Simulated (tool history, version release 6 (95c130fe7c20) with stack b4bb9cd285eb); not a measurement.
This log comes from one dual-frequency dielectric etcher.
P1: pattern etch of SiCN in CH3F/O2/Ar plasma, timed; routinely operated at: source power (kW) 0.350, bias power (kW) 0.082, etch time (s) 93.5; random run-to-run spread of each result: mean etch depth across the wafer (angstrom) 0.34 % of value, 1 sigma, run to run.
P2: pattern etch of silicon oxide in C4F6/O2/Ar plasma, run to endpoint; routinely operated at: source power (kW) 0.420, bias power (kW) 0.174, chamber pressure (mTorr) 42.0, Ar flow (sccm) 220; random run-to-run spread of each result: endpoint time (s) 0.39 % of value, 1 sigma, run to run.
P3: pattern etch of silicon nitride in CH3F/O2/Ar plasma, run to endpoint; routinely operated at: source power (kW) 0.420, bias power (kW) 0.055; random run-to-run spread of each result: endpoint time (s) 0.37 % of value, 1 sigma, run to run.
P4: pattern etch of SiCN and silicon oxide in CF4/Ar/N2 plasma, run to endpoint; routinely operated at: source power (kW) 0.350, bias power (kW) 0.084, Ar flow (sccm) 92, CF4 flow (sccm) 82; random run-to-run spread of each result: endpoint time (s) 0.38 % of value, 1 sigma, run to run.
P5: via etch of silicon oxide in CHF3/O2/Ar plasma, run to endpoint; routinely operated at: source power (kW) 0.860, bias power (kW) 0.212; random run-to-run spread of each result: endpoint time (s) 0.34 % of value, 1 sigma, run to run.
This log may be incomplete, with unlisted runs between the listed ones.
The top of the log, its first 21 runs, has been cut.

| run | hour | process that ran | source power (kW) | bias power (kW) | etch time (s) | chamber pressure (mTorr) | Ar flow (sccm) | CF4 flow (sccm) | hours since the last wet clean | hours since the last source power generator calibration | hours since the last bias power generator calibration | mean etch depth across the wafer (angstrom) | endpoint time (s) |
|---|---|---|---|---|---|---|---|---|---|---|---|---|---|
| 22 | 198.2 | P4 | 0.350 | 0.084 |  |  | 64 | 82 | 158.7 | 448.5 | 3702.2 |  | 18.905 |
| 23 | 205.9 | P2 | 0.420 | 0.217 |  | 42.0 | 220 |  | 166.4 | 456.2 | 3709.9 |  | 9.897 |
| 24 | 214.1 | P2 | 0.420 | 0.174 |  | 29.5 | 220 |  | 174.6 | 464.4 | 3718.1 |  | 10.205 |
| 25 | 221.4 | P2 | 0.310 | 0.174 |  | 42.0 | 220 |  | 181.9 | 471.7 | 3725.4 |  | 11.959 |
| 26 | 229.8 | P1 | 0.350 | 0.082 | 93.5 |  |  |  | 190.3 | 480.1 | 3733.8 | 358.47 |  |
| 27 | 236.6 | P2 | 0.420 | 0.174 |  | 42.0 | 220 |  | 197.1 | 486.9 | 3740.6 |  | 10.626 |
| 28 | 246.9 | P1 | 0.290 | 0.107 | 93.5 |  |  |  | 207.4 | 497.2 | 3750.9 | 369.02 |  |
| 29 | 255.5 | P3 | 0.420 | 0.055 |  |  |  |  | 216.0 | 505.8 | 3759.5 |  | 91.593 |
| 30 | 265.8 | P1 | 0.350 | 0.082 | 93.5 |  |  |  | 226.3 | 516.1 | 3769.8 | 359.58 |  |
| 31 | 273.0 | P1 | 0.350 | 0.082 | 93.5 |  |  |  | 233.5 | 523.3 | 3777.0 | 355.11 |  |
| 32 | 281.0 | P1 | 0.350 | 0.082 | 93.5 |  |  |  | 241.5 | 531.3 | 3785.0 | 356.23 |  |
| 33 | 290.6 | P1 | 0.350 | 0.082 | 93.5 |  |  |  | 251.1 | 540.9 | 3794.6 | 353.35 |  |
| 34 | 299.0 | P1 | 0.350 | 0.082 | 93.5 |  |  |  | 259.5 | 549.3 | 3803.0 | 352.48 |  |
|  | 307.7 | wet clean of the chamber |
| 35 | 308.0 | P1 | 0.350 | 0.082 | 93.5 |  |  |  | 0.4 | 558.3 | 3812.0 | 353.53 |  |
| 36 | 313.8 | P1 | 0.350 | 0.082 | 93.5 |  |  |  | 6.2 | 564.1 | 3817.8 | 353.67 |  |
| 37 | 325.2 | P1 | 0.350 | 0.082 | 93.5 |  |  |  | 17.6 | 575.5 | 3829.2 | 354.02 |  |

For run 38, what comes out?
| 38 | 334.3 | P1 | 0.350 | 0.082 | 93.5 |  |  |  | 26.7 | 584.6 | 3838.3 | ? |  |

Run 38 produced mean etch depth across the wafer (angstrom) 353.56.
